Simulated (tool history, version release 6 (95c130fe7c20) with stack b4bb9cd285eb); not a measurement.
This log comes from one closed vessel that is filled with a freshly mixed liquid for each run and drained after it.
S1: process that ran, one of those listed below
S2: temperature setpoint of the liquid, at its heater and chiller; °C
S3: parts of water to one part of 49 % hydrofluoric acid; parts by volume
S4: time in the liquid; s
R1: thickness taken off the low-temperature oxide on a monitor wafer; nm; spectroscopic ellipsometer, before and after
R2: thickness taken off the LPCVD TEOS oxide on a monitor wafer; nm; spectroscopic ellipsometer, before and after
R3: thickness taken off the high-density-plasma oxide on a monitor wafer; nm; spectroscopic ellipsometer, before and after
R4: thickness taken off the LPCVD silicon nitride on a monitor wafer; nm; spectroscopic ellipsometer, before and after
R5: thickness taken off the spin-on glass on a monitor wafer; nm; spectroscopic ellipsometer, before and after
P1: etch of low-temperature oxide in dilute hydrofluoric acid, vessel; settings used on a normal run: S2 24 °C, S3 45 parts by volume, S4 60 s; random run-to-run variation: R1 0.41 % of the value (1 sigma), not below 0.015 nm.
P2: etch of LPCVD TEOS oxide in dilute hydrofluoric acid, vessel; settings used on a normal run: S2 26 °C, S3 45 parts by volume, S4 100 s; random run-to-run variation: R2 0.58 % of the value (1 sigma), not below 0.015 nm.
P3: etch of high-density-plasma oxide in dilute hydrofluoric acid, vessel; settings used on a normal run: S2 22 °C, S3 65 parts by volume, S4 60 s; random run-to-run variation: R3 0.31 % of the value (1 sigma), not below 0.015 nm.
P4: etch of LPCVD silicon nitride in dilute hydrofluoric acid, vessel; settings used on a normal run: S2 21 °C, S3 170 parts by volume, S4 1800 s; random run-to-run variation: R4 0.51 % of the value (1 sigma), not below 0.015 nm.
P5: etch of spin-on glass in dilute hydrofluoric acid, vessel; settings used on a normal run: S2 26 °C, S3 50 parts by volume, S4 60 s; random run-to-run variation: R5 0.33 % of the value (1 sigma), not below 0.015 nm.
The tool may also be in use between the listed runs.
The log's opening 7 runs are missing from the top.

| run | hour | S1 | S2 | S3 | S4 | R1 | R2 | R3 | R4 | R5 |
|---|---|---|---|---|---|---|---|---|---|---|
| 8 | 87.7 | P4 | 21 | 170 | 3590 |  |  |  | 8.7476 |  |
| 9 | 96.3 | P1 | 24 | 45 | 60 | 40.978 |  |  |  |  |
| 10 | 103.6 | P3 | 22 | 95 | 60 |  |  | 6.6794 |  |  |
| 11 | 120.2 | P1 | 28 | 45 | 60 | 48.184 |  |  |  |  |
| 12 | 127.5 | P5 | 26 | 50 | 90 |  |  |  |  | 69.674 |
| 13 | 143.2 | P3 | 22 | 65 | 30 |  |  | 5.0675 |  |  |
|  | 143.3 | thermometer replaced |
| 14 | 157.1 | P2 | 26 | 75 | 100 |  | 27.382 |  |  |  |
| 15 | 167.3 | P5 | 26 | 85 | 60 |  |  |  |  | 25.998 |
| 16 | 175.4 | P4 | 21 | 260 | 1800 |  |  |  | 2.9132 |  |
| 17 | 188.7 | P4 | 17 | 170 | 1800 |  |  |  | 3.3286 |  |
| 18 | 205.1 | P5 | 19.5 | 50 | 60 |  |  |  |  | 35.618 |
| 19 | 213.5 | P4 | 21 | 170 | 1800 |  |  |  | 4.3742 |  |

Run 20, settings as shown, results not yet in. Your forecast:
| 20 | 222.1 | P1 | 24 | 25 | 60 | ? |  |  |  |  |

{"run 20": {"R1": 76.158}}
